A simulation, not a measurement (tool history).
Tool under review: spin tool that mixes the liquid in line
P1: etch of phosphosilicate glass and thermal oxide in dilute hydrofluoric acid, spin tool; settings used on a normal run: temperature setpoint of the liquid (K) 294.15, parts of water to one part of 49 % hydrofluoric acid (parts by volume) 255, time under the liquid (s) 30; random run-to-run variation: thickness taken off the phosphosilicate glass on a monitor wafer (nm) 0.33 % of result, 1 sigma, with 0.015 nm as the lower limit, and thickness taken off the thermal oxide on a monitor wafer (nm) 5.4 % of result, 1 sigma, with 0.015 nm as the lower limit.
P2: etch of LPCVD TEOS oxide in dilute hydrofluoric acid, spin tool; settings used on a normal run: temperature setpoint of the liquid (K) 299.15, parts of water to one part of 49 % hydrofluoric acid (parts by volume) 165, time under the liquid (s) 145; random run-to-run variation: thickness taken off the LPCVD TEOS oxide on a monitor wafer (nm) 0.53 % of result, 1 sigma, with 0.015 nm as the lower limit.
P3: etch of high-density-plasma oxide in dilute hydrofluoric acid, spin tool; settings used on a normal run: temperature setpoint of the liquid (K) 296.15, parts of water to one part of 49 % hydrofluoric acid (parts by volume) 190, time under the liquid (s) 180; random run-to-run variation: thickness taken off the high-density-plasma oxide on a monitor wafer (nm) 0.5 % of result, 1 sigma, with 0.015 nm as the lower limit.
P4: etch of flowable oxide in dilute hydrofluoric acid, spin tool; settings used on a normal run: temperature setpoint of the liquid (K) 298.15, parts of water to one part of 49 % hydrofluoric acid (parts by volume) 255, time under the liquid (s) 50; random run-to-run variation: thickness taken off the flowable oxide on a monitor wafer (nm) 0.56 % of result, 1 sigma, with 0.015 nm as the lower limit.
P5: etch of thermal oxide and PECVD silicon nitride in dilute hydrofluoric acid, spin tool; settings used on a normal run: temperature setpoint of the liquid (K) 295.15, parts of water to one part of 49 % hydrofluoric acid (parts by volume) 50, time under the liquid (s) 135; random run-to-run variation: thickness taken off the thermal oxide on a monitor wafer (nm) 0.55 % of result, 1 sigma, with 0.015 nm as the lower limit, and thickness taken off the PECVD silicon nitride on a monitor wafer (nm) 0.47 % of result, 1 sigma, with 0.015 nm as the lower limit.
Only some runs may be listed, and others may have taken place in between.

run   hour  process that ran  temperature setpoint of the liquid (K)  parts of water to one part of 49 % hydrofluoric acid (parts by volume)  time under the liquid (s)  thickness taken off the phosphosilicate glass on a monitor wafer (nm)  thickness taken off the thermal oxide on a monitor wafer (nm)  thickness taken off the PECVD silicon nitride on a monitor wafer (nm)  thickness taken off the high-density-plasma oxide on a monitor wafer (nm)  thickness taken off the flowable oxide on a monitor wafer (nm)  thickness taken off the LPCVD TEOS oxide on a monitor wafer (nm)
  1    6.5                P1                                  294.15                                                                     255                         30                                                                 12.319                                                        0.40761
  2   14.2                P5                                  295.15                                                                      50                        270                                                                                                                                25.303                                                                 26.582
  3   20.5                P3                                  296.15                                                                     335                        180                                                                                                                                                                                                                                                                                  2.0112
  4   26.3                P5                                  303.15                                                                      50                        135                                                                                                                                17.546                                                                 22.435
  5   31.7                P4                                  298.15                                                                     255                         50                                                                                                                                                                                                                                                                                                                                                  5.3759
      32.3  -- thermometer replaced
  6   35.7                P2                                  293.65                                                                     165                        145                                                                                                                                                                                                                                                                                                                                                                                                                     39.39
  7   39.7                P3                                  296.15                                                                     190                        180                                                                                                                                                                                                                                                                                  4.1694
  8   44.9                P1                                  301.15                                                                     255                         30                                                                 15.882                                                        0.57645
  9   49.4                P2                                  299.15                                                                     270                        145                                                                                                                                                                                                                                                                                                                                                                                                                    27.028
 10   57.2                P4                                  290.15                                                                     255                         50                                                                                                                                                                                                                                                                                                                                                  3.9989
 11   62.8                P1                                  290.15                                                                     255                         30                                                                 10.723                                                        0.39134
 12   70.7                P2                                  299.15                                                                     165                        145                                                                                                                                                                                                                                                                                                                                                                                                                    49.131
 13   75.4                P2                                  299.15                                                                     165                        255                                                                                                                                                                                                                                                                                                                                                                                                                    86.122
 14   81.2                P1                                  294.15                                                                     350                         30                                                                 8.3012                                                        0.27281
 15   88.7                P4                                  298.15                                                                     255                         50                                                                                                                                                                                                                                                                                                                                                  5.4407
 16   94.4                P1                                  294.15                                                                     255                         30                                                                 12.365                                                        0.41888
 17   99.2                P1                                  294.15                                                                      70                         15                                                                 27.507                                                        0.91891
 18  107.2                P5                                  295.15                                                                      50                        135                                                                                                                                12.784                                                                 13.248
 19  113.6                P1                                  294.15                                                                     255                         30                                                                 12.376                                                        0.43887
 20  121.7                P1                                  294.15                                                                     255                         30                                                                 12.345                                                        0.43347
 21  128.2                P1                                  294.15                                                                     255                         15                                                                 6.2066                                                        0.22954
 22  132.7                P1                                  294.15                                                                     460                         15                                                                 2.8735                                                        0.11454
 23  138.7                P3                                  290.15                                                                     190                        180                                                                                                                                                                                                                                                                                  3.3179
 24  142.4                P1                                  294.15                                                                     255                         30                                                                 12.389                                                        0.40617
 25  149.1                P3                                  296.15                                                                     190                        275                                                                                                                                                                                                                                                                                  6.3836
 26  153.3                P5                                  295.15                                                                      50                        135                                                                                                                                12.732                                                                 13.156
 27  158.2                P5                                  295.15                                                                      20                        135                                                                                                                                 32.68                                                                 32.221
 28  164.5                P1                                  294.15                                                                     255                         60                                                                  24.73                                                         0.8431
 29  171.2                P1                                  294.15                                                                     255                         30                                                                 12.393                                                        0.44616
 30  177.5                P4                                  298.15                                                                     135                         50                                                                                                                                                                                                                                                                                                                                                  11.675
 31  185.6                P1                                  294.15                                                                     120                         30                                                                  30.32                                                         1.1202
 32  193.1                P4                                  298.15                                                                     255                         85                                                                                                                                                                                                                                                                                                                                                  9.1518
 33  200.5                P1                                  294.15                                                                     255                         30                                                                 12.385                                                        0.43832
 34  207.8                P1                                  294.15                                                                     255                         30                                                                 12.069                                                        0.40195
 35  212.4                P1                                  294.15                                                                     255                         30                                                                 11.898                                                        0.47536
 36    218                P1                                  294.15                                                                     255                         30                                                                 11.842                                                        0.40986
 37  224.1                P1                                  294.15                                                                     255                         30                                                                 11.846                                                        0.39266
 38  230.3                P1                                  294.15                                                                     255                         30                                                                 11.633                                                         0.4127
 39  234.4                P1                                  294.15                                                                     255                         30                                                                 11.636                                                        0.36506
 40  242.3                P1                                  294.15                                                                     255                         30                                                                 11.584                                                        0.38676
 41  248.2                P1                                  294.15                                                                     255                         30                                                                 11.559                                                        0.42662
 42  254.5                P1                                  294.15                                                                     255                         30                                                                 11.577                                                        0.44344
 43  261.4                P1                                  294.15                                                                     255                         30                                                                 11.565                                                        0.38258
 44  265.9                P1                                  294.15                                                                     255                         30                                                                 11.636                                                         0.3953

P1 has crept away from where it was. The log is fitted equally well by each of these 2 causes, at the sizes shown:
A: liquid colder than its thermometer reads (K) = 1.93
B: hydrofluoric acid flow below the setpoint (%) = 5.6
The process output started creeping at around hour 200.5.

Question marks stand in for the results of the 4 check runs listed below, each run on one wafer. Under which run would the listed causes show clearly different results?
check 1  270.4                P3                                  290.65                                                                     190                        275                                                                                                                                                                                                                                                                                       ?
check 2  270.4                P2                                  295.65                                                                     165                        145                                                                                                                                                                                                                                                                                                                                                                                                                         ?
check 3  270.4                P4                                  290.65                                                                     255                         85                                                                                                                                                                                                                                                                                                                                                       ?
check 4  270.4                P5                                  302.65                                                                      50                        250                                                                                                                                     ?                                                                      ?

Expected result of each check under each candidate cause:
  check                                                                     result    if A    if B
check 1  thickness taken off the high-density-plasma oxide on a monitor wafer (nm)  4.7647  4.8109
check 2           thickness taken off the LPCVD TEOS oxide on a monitor wafer (nm)  39.896  40.166
check 3             thickness taken off the flowable oxide on a monitor wafer (nm)  6.4811  6.5094
check 4              thickness taken off the thermal oxide on a monitor wafer (nm)  29.432   29.86
check 4      thickness taken off the PECVD silicon nitride on a monitor wafer (nm)  35.689  38.229
Minimum pairwise separation of causes per check, each pair taken at its best-separating result: check 1 0.97 %; check 2 0.67 %; check 3 0.44 %; check 4 6.88 %
Only in check 4 would the causes give clearly different results; in the remaining checks their results would be nearly the same.

The results of check 4 are: thickness taken off the thermal oxide on a monitor wafer (nm) 29.685; thickness taken off the PECVD silicon nitride on a monitor wafer (nm) 36.054. Based on these, which of the listed causes is it?

It was cause A: liquid colder than its thermometer reads (K).

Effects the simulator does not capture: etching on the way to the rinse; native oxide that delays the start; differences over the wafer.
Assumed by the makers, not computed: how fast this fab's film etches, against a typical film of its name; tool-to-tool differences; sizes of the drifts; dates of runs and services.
